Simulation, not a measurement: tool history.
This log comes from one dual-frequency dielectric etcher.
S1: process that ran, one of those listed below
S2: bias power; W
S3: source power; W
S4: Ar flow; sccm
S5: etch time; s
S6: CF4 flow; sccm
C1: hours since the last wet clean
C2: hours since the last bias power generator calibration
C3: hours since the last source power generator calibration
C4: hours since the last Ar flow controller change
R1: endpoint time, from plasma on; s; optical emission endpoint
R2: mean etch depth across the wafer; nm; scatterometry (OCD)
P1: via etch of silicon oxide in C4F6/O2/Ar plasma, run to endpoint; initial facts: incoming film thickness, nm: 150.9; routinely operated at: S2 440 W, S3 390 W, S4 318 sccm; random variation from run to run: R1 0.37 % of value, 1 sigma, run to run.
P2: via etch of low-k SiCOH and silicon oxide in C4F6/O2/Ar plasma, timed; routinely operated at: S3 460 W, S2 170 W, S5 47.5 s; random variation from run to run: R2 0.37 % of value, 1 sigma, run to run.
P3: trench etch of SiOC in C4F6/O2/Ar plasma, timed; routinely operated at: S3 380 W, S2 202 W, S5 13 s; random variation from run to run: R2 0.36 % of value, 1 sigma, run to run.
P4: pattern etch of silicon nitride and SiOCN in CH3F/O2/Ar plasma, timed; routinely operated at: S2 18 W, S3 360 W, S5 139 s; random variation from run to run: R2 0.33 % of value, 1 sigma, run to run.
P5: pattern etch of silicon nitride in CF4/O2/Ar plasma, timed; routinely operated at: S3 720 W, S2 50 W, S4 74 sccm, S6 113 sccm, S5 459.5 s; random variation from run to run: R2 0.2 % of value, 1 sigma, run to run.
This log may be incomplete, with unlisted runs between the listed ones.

| run | hour | S1 | S2 | S3 | S4 | S5 | S6 | C1 | C2 | C3 | C4 | R1 | R2 |
|---|---|---|---|---|---|---|---|---|---|---|---|---|---|
| 1 | 7.3 | P1 | 440 | 390 | 318 |  |  | 216.2 | 2460.5 | 406.3 | 1417.5 | 35.034 |  |
| 2 | 15.1 | P2 | 170 | 460 |  | 47.5 |  | 224 | 2468.3 | 414.1 | 1425.3 |  | 114.93 |
| 3 | 22.8 | P1 | 440 | 390 | 318 |  |  | 231.7 | 2476 | 421.8 | 1433 | 35.025 |  |
| 4 | 27.2 | P1 | 440 | 230 | 318 |  |  | 236.1 | 2480.4 | 426.2 | 1437.4 | 42.729 |  |
| 5 | 33.9 | P1 | 440 | 390 | 394 |  |  | 242.8 | 2487.1 | 432.9 | 1444.1 | 35.717 |  |
|  | 38.2 | Ar flow controller replaced |
| 6 | 39.7 | P3 | 202 | 380 |  | 19 |  | 248.6 | 2492.9 | 438.7 | 1.5 |  | 38.907 |
| 7 | 47 | P1 | 440 | 460 | 370 |  |  | 255.9 | 2500.2 | 446 | 8.8 | 33.492 |  |
|  | 53.1 | source power generator calibrated |
| 8 | 53.9 | P4 | 18 | 260 |  | 139 |  | 262.8 | 2507.1 | 0.8 | 15.7 |  | 15.105 |
| 9 | 60.4 | P5 | 50 | 580 | 74 | 459.5 | 113 | 269.3 | 2513.6 | 7.3 | 22.2 |  | 1025.6 |
| 10 | 64.9 | P5 | 50 | 720 | 74 | 253.5 | 113 | 273.8 | 2518.1 | 11.8 | 26.7 |  | 685.63 |
| 11 | 70.1 | P4 | 18 | 360 |  | 139 |  | 279 | 2523.3 | 17 | 31.9 |  | 16.917 |
| 12 | 74.8 | P4 | 18 | 360 |  | 98 |  | 283.7 | 2528 | 21.7 | 36.6 |  | 11.875 |
| 13 | 81.3 | P2 | 217 | 460 |  | 47.5 |  | 290.2 | 2534.5 | 28.2 | 43.1 |  | 123.83 |
| 14 | 85.6 | P1 | 316 | 390 | 318 |  |  | 294.5 | 2538.8 | 32.5 | 47.4 | 39.344 |  |
| 15 | 91.5 | P4 | 18 | 360 |  | 139 |  | 300.4 | 2544.7 | 38.4 | 53.3 |  | 16.883 |
| 16 | 95.4 | P2 | 170 | 460 |  | 71 |  | 304.3 | 2548.6 | 42.3 | 57.2 |  | 170.7 |
| 17 | 100.6 | P1 | 440 | 470 | 250 |  |  | 309.5 | 2553.8 | 47.5 | 62.4 | 31.929 |  |
| 18 | 108.1 | P1 | 440 | 550 | 318 |  |  | 317 | 2561.3 | 55 | 69.9 | 31.001 |  |
| 19 | 115.5 | P4 | 12 | 360 |  | 139 |  | 324.4 | 2568.7 | 62.4 | 77.3 |  | 14.249 |
| 20 | 122.1 | P5 | 69 | 720 | 74 | 459.5 | 113 | 331 | 2575.3 | 69 | 83.9 |  | 1394.4 |
| 21 | 128.5 | P1 | 440 | 390 | 318 |  |  | 337.4 | 2581.7 | 75.4 | 90.3 | 34.977 |  |
| 22 | 132.9 | P1 | 440 | 390 | 318 |  |  | 341.8 | 2586.1 | 79.8 | 94.7 | 34.846 |  |
| 23 | 136.9 | P5 | 50 | 720 | 74 | 459.5 | 113 | 345.8 | 2590.1 | 83.8 | 98.7 |  | 1241.5 |
| 24 | 141.6 | P2 | 170 | 630 |  | 47.5 |  | 350.5 | 2594.8 | 88.5 | 103.4 |  | 129.34 |
| 25 | 145.4 | P1 | 440 | 390 | 318 |  |  | 354.3 | 2598.6 | 92.3 | 107.2 | 34.904 |  |
| 26 | 152.5 | P3 | 202 | 380 |  | 13 |  | 361.4 | 2605.7 | 99.4 | 114.3 |  | 26.613 |
| 27 | 161 | P1 | 440 | 390 | 186 |  |  | 369.9 | 2614.2 | 107.9 | 122.8 | 32.939 |  |
| 28 | 167.8 | P2 | 170 | 460 |  | 47.5 |  | 376.7 | 2621 | 114.7 | 129.6 |  | 114.18 |
| 29 | 175.7 | P5 | 50 | 720 | 74 | 459.5 | 73 | 384.6 | 2628.9 | 122.6 | 137.5 |  | 1175.4 |
| 30 | 182.2 | P1 | 325 | 450 | 318 |  |  | 391.1 | 2635.4 | 129.1 | 144 | 37.032 |  |
| 31 | 190.5 | P1 | 534 | 390 | 318 |  |  | 399.4 | 2643.7 | 137.4 | 152.3 | 32.582 |  |

Run 32 is up next; what results do you expect?
| 32 | 196.8 | P3 | 202 | 540 |  | 13 |  | 405.7 | 2650 | 143.7 | 158.6 |  | ? |

Run 32 gave R2 30.252 nm.
